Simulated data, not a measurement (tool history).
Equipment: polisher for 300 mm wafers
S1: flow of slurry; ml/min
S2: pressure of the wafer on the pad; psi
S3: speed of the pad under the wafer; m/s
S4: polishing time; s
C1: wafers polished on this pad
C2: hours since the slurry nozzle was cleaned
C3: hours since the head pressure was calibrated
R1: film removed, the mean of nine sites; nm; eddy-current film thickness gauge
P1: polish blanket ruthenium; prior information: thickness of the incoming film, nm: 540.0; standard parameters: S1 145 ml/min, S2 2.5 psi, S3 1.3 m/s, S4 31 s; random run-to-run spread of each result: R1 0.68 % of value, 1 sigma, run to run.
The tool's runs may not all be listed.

run	day	S1	S2	S3	S4	C1	C2	C3	R1
1	0.1	145	2.5	1.3	31	166	41.9	144.8	65.654
2	0.225	90	2.5	0.64	31	210	44.9	147.8	28.956
3	0.362	145	2.5	0.94	31	259	48.2	151.1	47.706
4	0.483	145	2.5	1.3	31	302	51.1	154	66.38
5	0.667	145	3.8	1.3	31	367	55.5	158.4	100.83
6	0.833	85	2.5	1.3	31	426	59.5	162.4	58.408
7	0.992	145	2.5	1.3	31	482	63.3	166.2	66.569
8	1.125	145	2.5	1.3	15	529	66.5	169.4	31.839
9	1.229	145	2.5	1.3	44	566	69	171.9	93.773
10	1.408	145	2.5	2.06	31	629	73.3	176.2	103.85
11	1.521	85	2.5	1.3	45	669	76	178.9	84.593
12	1.667	145	1.4	1.3	31	721	79.5	182.4	37.269
13	1.767	195	2.5	1.3	31	756	81.9	184.8	69.486
14	1.867	145	2.5	1.3	31	792	84.3	187.2	66.803
15	1.95	145	2.5	1.3	31	821	86.3	189.2	65.665
16	2.117	145	2.5	1.3	31	880	90.3	193.2	62.383
17	2.229	145	2.5	1.3	31	920	93	195.9	61.371
18	2.4	145	2.5	1.3	31	981	97.1	200	60.1
19	2.567	145	2.5	1.3	31	1040	101.1	204	59.515
# day 2.617: worn pad replaced by a new one
20	2.742	145	2.5	1.3	31	44	105.3	208.2	59.676
21	2.846	145	2.5	1.3	31	81	107.8	210.7	58.724

P1 has crept away from where it was. The log is fitted equally well by each of these 2 causes, at the sizes shown:
A: head's pressure below its setpoint, % = 9.88
B: slurry flow missing at the pad, % = 37.5
Onset of the creep was near day 1.95.
What rules out each remaining cause:
removal rate lost through wear of the pad, %: work on it at day 2.617, done after the drift set in, did not restore what the process gave before

4 check runs are offered, one wafer each, their results left as question marks. Which one tells the causes apart?
check 1	2.95	145	3	1.3	31				?
check 2	2.95	145	3.5	1.3	16				?
check 3	2.95	145	3.5	1.3	44				?
check 4	2.95	85	2.5	1.02	31				?

Expected result of each check under each candidate cause:
check	result	if A	if B
check 1	R1	71.409	71.422
check 2	R1	42.999	43.007
check 3	R1	118.25	118.27
check 4	R1	41.342	38.92
Distance between the nearest two causes, measured in the result of the check that separates them most: check 1 0.02 %; check 2 0.02 %; check 3 0.02 %; check 4 6.04 %
Check 4 is the one run that separates the causes; every other check would come out nearly the same whichever cause is at work.

Check 4 was carried out, with these results: R1 41.937 nm. Which of the listed causes is responsible?

It is A: head's pressure below its setpoint, %.
